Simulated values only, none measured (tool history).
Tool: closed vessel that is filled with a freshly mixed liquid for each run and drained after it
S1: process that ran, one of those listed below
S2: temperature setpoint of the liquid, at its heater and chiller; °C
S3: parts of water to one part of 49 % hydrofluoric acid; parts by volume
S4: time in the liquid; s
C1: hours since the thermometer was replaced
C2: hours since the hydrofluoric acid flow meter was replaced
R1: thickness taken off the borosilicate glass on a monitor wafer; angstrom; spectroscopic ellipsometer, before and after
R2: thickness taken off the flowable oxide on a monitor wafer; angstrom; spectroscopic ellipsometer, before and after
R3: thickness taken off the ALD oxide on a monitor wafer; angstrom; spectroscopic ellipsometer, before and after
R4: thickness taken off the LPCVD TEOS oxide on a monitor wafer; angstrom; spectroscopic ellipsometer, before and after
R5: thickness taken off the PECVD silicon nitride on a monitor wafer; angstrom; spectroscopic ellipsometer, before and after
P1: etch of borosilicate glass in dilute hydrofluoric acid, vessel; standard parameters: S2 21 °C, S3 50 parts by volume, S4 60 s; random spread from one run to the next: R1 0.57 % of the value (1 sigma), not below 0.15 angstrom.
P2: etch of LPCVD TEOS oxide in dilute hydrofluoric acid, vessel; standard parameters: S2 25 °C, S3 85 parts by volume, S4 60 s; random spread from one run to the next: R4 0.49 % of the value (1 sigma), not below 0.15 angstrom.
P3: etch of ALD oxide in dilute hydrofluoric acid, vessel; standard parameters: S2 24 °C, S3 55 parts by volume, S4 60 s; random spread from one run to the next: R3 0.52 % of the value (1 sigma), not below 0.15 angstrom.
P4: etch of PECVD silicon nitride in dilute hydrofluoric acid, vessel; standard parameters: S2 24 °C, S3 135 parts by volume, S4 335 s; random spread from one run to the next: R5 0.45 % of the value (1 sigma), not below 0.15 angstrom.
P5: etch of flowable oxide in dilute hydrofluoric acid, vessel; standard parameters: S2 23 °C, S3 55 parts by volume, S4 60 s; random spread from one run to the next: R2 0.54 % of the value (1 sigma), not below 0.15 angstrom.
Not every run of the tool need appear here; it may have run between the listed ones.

run 1 hour=8.2 | S1=P1 S2=21 S3=50 S4=60 | C1=1349 C2=187 | R1=367.52
run 2 hour=14.2 | S1=P1 S2=17 S3=50 S4=35 | C1=1355 C2=193 | R1=182.01
run 3 hour=18.3 | S1=P5 S2=30 S3=55 S4=60 | C1=1359.1 C2=197.1 | R2=638.58
run 4 hour=25.7 | S1=P1 S2=21 S3=90 S4=60 | C1=1366.5 C2=204.5 | R1=193.41
run 5 hour=31.9 | S1=P1 S2=25 S3=50 S4=95 | C1=1372.7 C2=210.7 | R1=695.99
run 6 hour=37.1 | S1=P3 S2=24 S3=90 S4=60 | C1=1377.9 C2=215.9 | R3=159.53
run 7 hour=42.3 | S1=P2 S2=25 S3=85 S4=60 | C1=1383.1 C2=221.1 | R4=138.66
run 8 hour=49.1 | S1=P4 S2=19 S3=135 S4=335 | C1=1389.9 C2=227.9 | R5=69.55
run 9 hour=53.6 | S1=P4 S2=24 S3=135 S4=335 | C1=1394.4 C2=232.4 | R5=97.312
run 10 hour=59.7 | S1=P2 S2=25 S3=125 S4=60 | C1=1400.5 C2=238.5 | R4=89.788
run 11 hour=65 | S1=P1 S2=21 S3=50 S4=60 | C1=1405.8 C2=243.8 | R1=369.6
run 12 hour=70.6 | S1=P4 S2=24 S3=135 S4=335 | C1=1411.4 C2=249.4 | R5=96.515
run 13 hour=77.3 | S1=P1 S2=21 S3=25 S4=60 | C1=1418.1 C2=256.1 | R1=763.2
run 14 hour=81.8 | S1=P4 S2=24 S3=135 S4=30 | C1=1422.6 C2=260.6 | R5=8.7836
run 15 hour=89.9 | S1=P2 S2=25 S3=85 S4=60 | C1=1430.7 C2=268.7 | R4=138.61
run 16 hour=94.9 | S1=P5 S2=23 S3=95 S4=60 | C1=1435.7 C2=273.7 | R2=267.35
run 17 hour=102.2 | S1=P1 S2=21 S3=50 S4=60 | C1=1443 C2=281 | R1=367.58
run 18 hour=110.8 | S1=P4 S2=24 S3=215 S4=335 | C1=1451.6 C2=289.6 | R5=61.189
run 19 hour=114.7 | S1=P1 S2=21 S3=50 S4=95 | C1=1455.5 C2=293.5 | R1=580.19
run 20 hour=122.2 | S1=P5 S2=23 S3=55 S4=115 | C1=1463 C2=301 | R2=927.74
run 21 hour=129.6 | S1=P2 S2=25 S3=85 S4=100 | C1=1470.4 C2=308.4 | R4=232.07
run 22 hour=136.3 | S1=P1 S2=17 S3=50 S4=60 | C1=1477.1 C2=315.1 | R1=308.71
-- hour=140 thermometer replaced
run 23 hour=142.7 | S1=P1 S2=21 S3=50 S4=60 | C1=2.7 C2=321.5 | R1=368.24
run 24 hour=150.7 | S1=P1 S2=21 S3=50 S4=60 | C1=10.7 C2=329.5 | R1=367.72
run 25 hour=154.5 | S1=P3 S2=24 S3=55 S4=60 | C1=14.5 C2=333.3 | R3=272.33
run 26 hour=161.3 | S1=P3 S2=24 S3=55 S4=95 | C1=21.3 C2=340.1 | R3=432.86
run 27 hour=169.7 | S1=P1 S2=27 S3=50 S4=60 | C1=29.7 C2=348.5 | R1=468.42
run 28 hour=174.1 | S1=P3 S2=30.5 S3=55 S4=60 | C1=34.1 C2=352.9 | R3=352.84
run 29 hour=178.2 | S1=P5 S2=23 S3=55 S4=60 | C1=38.2 C2=357 | R2=478.75
run 30 hour=183.6 | S1=P1 S2=21 S3=50 S4=30 | C1=43.6 C2=362.4 | R1=185.63
run 31 hour=188.7 | S1=P5 S2=23 S3=55 S4=60 | C1=48.7 C2=367.5 | R2=481.84
run 32 hour=195.4 | S1=P1 S2=21 S3=70 S4=105 | C1=55.4 C2=374.2 | R1=448.59
run 33 hour=199.7 | S1=P2 S2=17.5 S3=85 S4=60 | C1=59.7 C2=378.5 | R4=101.15
run 34 hour=208 | S1=P1 S2=21 S3=50 S4=60 | C1=68 C2=386.8 | R1=369.28
run 35 hour=216 | S1=P1 S2=21 S3=50 S4=60 | C1=76 C2=394.8 | R1=386
run 36 hour=221.2 | S1=P1 S2=21 S3=50 S4=60 | C1=81.2 C2=400 | R1=391.08
run 37 hour=226.4 | S1=P1 S2=21 S3=50 S4=60 | C1=86.4 C2=405.2 | R1=397.76
run 38 hour=232.3 | S1=P1 S2=21 S3=50 S4=60 | C1=92.3 C2=411.1 | R1=399.83
run 39 hour=236.4 | S1=P1 S2=21 S3=50 S4=60 | C1=96.4 C2=415.2 | R1=399.41
run 40 hour=241.6 | S1=P1 S2=21 S3=50 S4=60 | C1=101.6 C2=420.4 | R1=401.95
run 41 hour=248 | S1=P1 S2=21 S3=50 S4=60 | C1=108 C2=426.8 | R1=398.77
run 42 hour=254.2 | S1=P1 S2=21 S3=50 S4=60 | C1=114.2 C2=433 | R1=406.28

P1 has crept away from where it was. The log is fitted equally well by each of these 2 causes, at the sizes shown:
A: hydrofluoric acid flow above the setpoint (%) = 8.92
B: liquid hotter than its thermometer reads (K) = 2.17
The process output started creeping at around hour 208.

Consider the 4 single-wafer check runs listed below, results given as question marks: which one distinguishes between the causes by giving clearly different results for each?
run check 1 hour=260.4 | S1=P3 S2=24 S3=55 S4=60 | R3=?
run check 2 hour=260.4 | S1=P2 S2=25 S3=85 S4=60 | R4=?
run check 3 hour=260.4 | S1=P4 S2=24 S3=135 S4=335 | R5=?
run check 4 hour=260.4 | S1=P5 S2=23 S3=55 S4=60 | R2=?

Expected result of each check under each candidate cause:
check=check_1 result=R3 if_A=299.13 if_B=298.19
check=check_2 result=R4 if_A=152.62 if_B=151.23
check=check_3 result=R5 if_A=105.75 if_B=111.74
check=check_4 result=R2 if_A=529.49 if_B=528.29
Per-check spread between the two closest causes, in the result where they differ most: check 1 0.31 %; check 2 0.91 %; check 3 5.51 %; check 4 0.23 %
Check 3 distinguishes between the causes, while the remaining checks would return nearly the same result for all of them.

Here is what check 3 returned: R5 111.36 angstrom. Which cause is it?

It was cause B: liquid hotter than its thermometer reads (K).
